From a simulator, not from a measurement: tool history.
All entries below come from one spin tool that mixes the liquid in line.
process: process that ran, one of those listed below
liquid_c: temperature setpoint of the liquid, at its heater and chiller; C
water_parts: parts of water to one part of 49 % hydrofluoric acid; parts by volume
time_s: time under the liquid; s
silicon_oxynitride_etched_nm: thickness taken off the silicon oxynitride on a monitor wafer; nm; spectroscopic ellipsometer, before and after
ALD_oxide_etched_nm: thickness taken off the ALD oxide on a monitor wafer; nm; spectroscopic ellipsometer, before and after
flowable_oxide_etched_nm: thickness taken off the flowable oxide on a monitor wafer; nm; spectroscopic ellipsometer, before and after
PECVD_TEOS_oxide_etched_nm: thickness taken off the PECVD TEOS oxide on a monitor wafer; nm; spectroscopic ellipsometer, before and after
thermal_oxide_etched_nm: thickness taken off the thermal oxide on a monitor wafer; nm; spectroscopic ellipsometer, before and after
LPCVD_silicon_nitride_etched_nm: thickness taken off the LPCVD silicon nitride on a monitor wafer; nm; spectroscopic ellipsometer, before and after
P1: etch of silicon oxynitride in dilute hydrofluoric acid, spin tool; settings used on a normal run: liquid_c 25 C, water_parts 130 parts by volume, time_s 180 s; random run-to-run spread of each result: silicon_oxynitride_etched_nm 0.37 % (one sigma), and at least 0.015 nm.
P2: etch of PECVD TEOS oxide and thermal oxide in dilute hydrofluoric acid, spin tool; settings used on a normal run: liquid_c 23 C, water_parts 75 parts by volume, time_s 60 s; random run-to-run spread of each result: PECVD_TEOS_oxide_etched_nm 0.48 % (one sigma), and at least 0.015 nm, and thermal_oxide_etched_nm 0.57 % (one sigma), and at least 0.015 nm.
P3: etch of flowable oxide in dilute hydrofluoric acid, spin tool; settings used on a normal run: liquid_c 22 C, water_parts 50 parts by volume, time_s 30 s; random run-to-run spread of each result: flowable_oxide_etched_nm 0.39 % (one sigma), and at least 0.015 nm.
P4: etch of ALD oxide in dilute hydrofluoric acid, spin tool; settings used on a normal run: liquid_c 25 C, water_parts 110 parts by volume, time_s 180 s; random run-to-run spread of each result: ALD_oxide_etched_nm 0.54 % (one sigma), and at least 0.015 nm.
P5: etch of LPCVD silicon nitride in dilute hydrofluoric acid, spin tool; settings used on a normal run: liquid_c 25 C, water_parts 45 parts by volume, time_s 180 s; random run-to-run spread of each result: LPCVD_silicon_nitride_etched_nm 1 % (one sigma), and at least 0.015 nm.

run	day	process	liquid_c	water_parts	time_s	silicon_oxynitride_etched_nm	ALD_oxide_etched_nm	flowable_oxide_etched_nm	PECVD_TEOS_oxide_etched_nm	thermal_oxide_etched_nm	LPCVD_silicon_nitride_etched_nm
1	0.317	P1	25	130	180	6.1585					
2	0.596	P1	30	130	180	7.6977					
3	0.804	P1	25	130	180	6.1881					
4	1.121	P4	17	110	180		22.104				
5	1.429	P1	25	235	180	3.1257					
6	1.621	P3	29	50	30			29.848			
7	2.042	P2	23	75	60				8.5817	3.6634	
8	2.383	P4	25	195	180		15.76				
9	2.667	P1	25	130	180	6.1761					
10	3.021	P2	23	75	60				8.6389	3.6917	
11	3.204	P1	29.5	210	180	4.3136					
12	3.604	P4	25	110	180		30.796				
13	3.925	P5	25	45	355						4.1906
14	4.15	P3	22	50	50			37.774			
15	4.55	P1	25	130	180	6.1714					
16	4.892	P2	17	75	60				6.64	2.8271	
17	5.138	P5	20	45	180						1.5087
18	5.517	P3	22	25	30			46.538			
19	5.817	P5	25	20	180						4.6164
20	6.129	P1	25	55	180	15.47					
21	6.504	P2	23	140	60				4.2351	1.8409	
22	6.846	P4	25	110	305		52.037				
23	7.179	P5	25	45	180						2.0984
24	7.571	P1	21	130	180	5.1088					
25	7.8	P1	25	130	320	10.991					
26	8.125	P1	25	130	40	1.3684					
27	8.383	P1	25	130	180	6.1988					
28	8.733	P3	22	50	30			22.312			
29	9.138	P2	23	75	110				15.801	6.6167	
30	9.479	P1	25	130	180	6.1769					
31	9.862	P1	25	130	180	6.4779					
32	10.262	P1	25	130	180	6.6175					
33	10.55	P1	25	130	180	6.6076					
34	10.888	P1	25	130	180	6.6295					

The next listed run, before its measurement:
35	11.179	P1	25	130	180	?					

Run 35 came out at silicon_oxynitride_etched_nm 6.6346 nm.
